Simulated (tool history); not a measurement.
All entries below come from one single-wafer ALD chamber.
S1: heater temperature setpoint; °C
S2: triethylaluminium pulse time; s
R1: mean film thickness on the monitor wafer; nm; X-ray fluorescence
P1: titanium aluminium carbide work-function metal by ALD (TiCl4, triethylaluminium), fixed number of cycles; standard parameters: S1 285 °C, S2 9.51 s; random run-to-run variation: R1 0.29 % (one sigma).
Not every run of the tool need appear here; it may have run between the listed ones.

{"run": 1, "hour": 8.6, "S1": 285, "S2": 9.51, "R1": 1.8164}
{"run": 2, "hour": 17.3, "S1": 306, "S2": 9.51, "R1": 1.9939}
{"run": 3, "hour": 21.7, "S1": 285, "S2": 9.51, "R1": 1.81}
{"run": 4, "hour": 29.9, "S1": 285, "S2": 3.27, "R1": 1.2704}
{"run": 5, "hour": 35.0, "S1": 262, "S2": 9.51, "R1": 1.6269}
{"run": 6, "hour": 39.8, "S1": 285, "S2": 9.51, "R1": 1.8117}
{"run": 7, "hour": 44.0, "S1": 285, "S2": 9.51, "R1": 1.8158}
{"run": 8, "hour": 53.1, "S1": 285, "S2": 9.51, "R1": 1.8187}
{"run": 9, "hour": 58.5, "S1": 285, "S2": 13.26, "R1": 1.863}
{"run": 10, "hour": 67.4, "S1": 298, "S2": 14.42, "R1": 1.9827}
{"run": 11, "hour": 74.2, "S1": 285, "S2": 9.51, "R1": 1.8144}
{"run": 12, "hour": 83.1, "S1": 295, "S2": 14.54, "R1": 1.9502}
{"run": 13, "hour": 87.6, "S1": 285, "S2": 9.51, "R1": 1.8153}
{"run": 14, "hour": 92.6, "S1": 285, "S2": 9.51, "R1": 1.8054}
{"run": 15, "hour": 98.2, "S1": 285, "S2": 9.51, "R1": 1.7966}
{"run": 16, "hour": 102.9, "S1": 285, "S2": 9.51, "R1": 1.7849}
{"run": 17, "hour": 110.4, "S1": 285, "S2": 9.51, "R1": 1.7786}
{"run": 18, "hour": 118.8, "S1": 285, "S2": 9.51, "R1": 1.7732}

Expected results for the next run?
{"run": 19, "hour": 123.6, "S1": 285, "S2": 9.51, "R1": "?"}

R1: 1.7774 nm
